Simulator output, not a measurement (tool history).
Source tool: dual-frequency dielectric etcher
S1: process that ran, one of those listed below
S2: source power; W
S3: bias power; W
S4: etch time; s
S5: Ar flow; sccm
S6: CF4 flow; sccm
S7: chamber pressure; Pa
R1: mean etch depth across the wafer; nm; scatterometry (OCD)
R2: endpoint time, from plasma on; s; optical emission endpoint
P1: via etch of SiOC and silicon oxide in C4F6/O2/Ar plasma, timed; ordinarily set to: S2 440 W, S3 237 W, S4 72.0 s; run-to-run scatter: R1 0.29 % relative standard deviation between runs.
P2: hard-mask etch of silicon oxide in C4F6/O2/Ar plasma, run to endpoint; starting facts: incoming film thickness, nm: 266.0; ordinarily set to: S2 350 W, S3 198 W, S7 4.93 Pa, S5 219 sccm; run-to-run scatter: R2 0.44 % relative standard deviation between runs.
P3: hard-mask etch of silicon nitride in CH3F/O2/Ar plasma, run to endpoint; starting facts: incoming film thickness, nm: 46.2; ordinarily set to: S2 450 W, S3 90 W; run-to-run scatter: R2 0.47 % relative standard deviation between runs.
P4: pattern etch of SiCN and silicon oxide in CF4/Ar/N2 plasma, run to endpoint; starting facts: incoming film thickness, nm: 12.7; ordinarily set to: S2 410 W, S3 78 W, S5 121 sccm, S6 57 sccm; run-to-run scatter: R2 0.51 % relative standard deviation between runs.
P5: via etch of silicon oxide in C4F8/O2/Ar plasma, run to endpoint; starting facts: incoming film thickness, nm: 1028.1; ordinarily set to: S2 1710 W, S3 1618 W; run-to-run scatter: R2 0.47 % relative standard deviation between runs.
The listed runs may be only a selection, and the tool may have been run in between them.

run 1 hour=11.9 | S1=P1 S2=440 S3=237 S4=72.0 | R1=91.269
run 2 hour=25.1 | S1=P5 S2=1710 S3=2229 | R2=209.080
run 3 hour=39.3 | S1=P4 S2=410 S3=78 S5=121 S6=57 | R2=16.371
run 4 hour=49.5 | S1=P2 S2=350 S3=198 S5=219 S7=4.93 | R2=86.681
run 5 hour=58.7 | S1=P5 S2=1710 S3=1618 | R2=230.360
-- hour=65.1 source power generator calibrated
run 6 hour=70.8 | S1=P1 S2=610 S3=296 S4=72.0 | R1=112.400
-- hour=83.4 wet clean of the chamber
run 7 hour=83.5 | S1=P3 S2=450 S3=124 | R2=53.701
run 8 hour=97.3 | S1=P3 S2=610 S3=90 | R2=53.603
run 9 hour=111.9 | S1=P1 S2=440 S3=179 S4=72.0 | R1=83.512
run 10 hour=118.9 | S1=P5 S2=1710 S3=1618 | R2=229.830
run 11 hour=128.0 | S1=P1 S2=440 S3=237 S4=72.0 | R1=91.673
run 12 hour=137.6 | S1=P1 S2=440 S3=149 S4=56.0 | R1=61.108
run 13 hour=152.6 | S1=P4 S2=410 S3=78 S5=121 S6=72 | R2=15.750
run 14 hour=161.0 | S1=P5 S2=1000 S3=1618 | R2=285.440
run 15 hour=171.8 | S1=P2 S2=350 S3=276 S5=219 S7=4.93 | R2=77.866
run 16 hour=187.4 | S1=P1 S2=440 S3=237 S4=72.0 | R1=91.214
run 17 hour=201.2 | S1=P2 S2=350 S3=198 S5=311 S7=4.93 | R2=89.965
run 18 hour=209.7 | S1=P2 S2=250 S3=198 S5=219 S7=4.93 | R2=99.030
run 19 hour=219.3 | S1=P1 S2=440 S3=298 S4=72.0 | R1=99.487
run 20 hour=229.5 | S1=P1 S2=440 S3=237 S4=39.5 | R1=49.974
run 21 hour=240.9 | S1=P2 S2=350 S3=198 S5=219 S7=4.07 | R2=84.844
run 22 hour=253.3 | S1=P3 S2=450 S3=90 | R2=60.522
run 23 hour=262.1 | S1=P4 S2=410 S3=45 S5=121 S6=57 | R2=19.930
run 24 hour=274.6 | S1=P1 S2=600 S3=237 S4=72.0 | R1=102.940
run 25 hour=287.9 | S1=P1 S2=440 S3=237 S4=72.0 | R1=91.554
run 26 hour=299.2 | S1=P4 S2=330 S3=78 S5=121 S6=57 | R2=19.792
run 27 hour=313.7 | S1=P1 S2=440 S3=237 S4=104.5 | R1=132.330
run 28 hour=323.6 | S1=P1 S2=440 S3=146 S4=87.0 | R1=94.087
run 29 hour=336.4 | S1=P1 S2=340 S3=237 S4=72.0 | R1=82.832
run 30 hour=350.4 | S1=P4 S2=410 S3=78 S5=159 S6=57 | R2=17.133
run 31 hour=358.3 | S1=P1 S2=440 S3=237 S4=72.0 | R1=91.489
run 32 hour=372.6 | S1=P1 S2=440 S3=237 S4=72.0 | R1=91.205
run 33 hour=384.6 | S1=P1 S2=440 S3=237 S4=72.0 | R1=90.649
run 34 hour=397.6 | S1=P1 S2=440 S3=237 S4=72.0 | R1=90.791
run 35 hour=407.7 | S1=P1 S2=440 S3=237 S4=72.0 | R1=90.740
-- hour=413.1 wet clean of the chamber
run 36 hour=420.1 | S1=P1 S2=440 S3=237 S4=72.0 | R1=90.557
run 37 hour=429.1 | S1=P1 S2=440 S3=237 S4=72.0 | R1=90.446
run 38 hour=441.4 | S1=P1 S2=440 S3=237 S4=72.0 | R1=89.844
run 39 hour=451.0 | S1=P1 S2=440 S3=237 S4=72.0 | R1=90.643
run 40 hour=464.4 | S1=P1 S2=440 S3=237 S4=72.0 | R1=89.867
run 41 hour=479.0 | S1=P1 S2=440 S3=237 S4=72.0 | R1=90.340

The log shows P1 creeping away from where it was. Any of the 2 causes listed here, at the size stated for it, fits the log just as well as the others:
A: bias power that arrives under what is set, % = 4.2
B: source power that arrives under what is set, % = 3.71
The onset of the drift is placed at about hour 358.3.
Excluded causes, each with its reason:
chamber walls in a state that lowers the etch rate, %: was serviced at hour 413.1, once the creep was under way, yet the earlier output never came back

Each of the check runs listed below is run on 5 wafers and reports their average, with the results left as question marks. Pick the one under which the possible causes would lead to clearly different results.
run check 1 hour=493.6 | S1=P2 S2=250 S3=245 S5=219 S7=4.93 | R2=?
run check 2 hour=493.6 | S1=P5 S2=1190 S3=1971 | R2=?
run check 3 hour=493.6 | S1=P3 S2=520 S3=110 | R2=?
run check 4 hour=493.6 | S1=P4 S2=410 S3=46 S5=121 S6=70 | R2=?

Check results expected under each cause:
check=check_1 result=R2 if_A=93.533 if_B=93.488
check=check_2 result=R2 if_A=255.090 if_B=255.670
check=check_3 result=R2 if_A=54.153 if_B=54.065
check=check_4 result=R2 if_A=19.178 if_B=19.568
Distance between the nearest two causes, measured in the result of the check that separates them most: check 1 0.05 %; check 2 0.23 %; check 3 0.16 %; check 4 2.01 %
The causes can be told apart only by check 4. The other checks would give nearly the same results under each of them.

The results of check 4 are: R2 19.189 s. Based on these, which of the listed causes is it?

It was cause A: bias power that arrives under what is set, %.
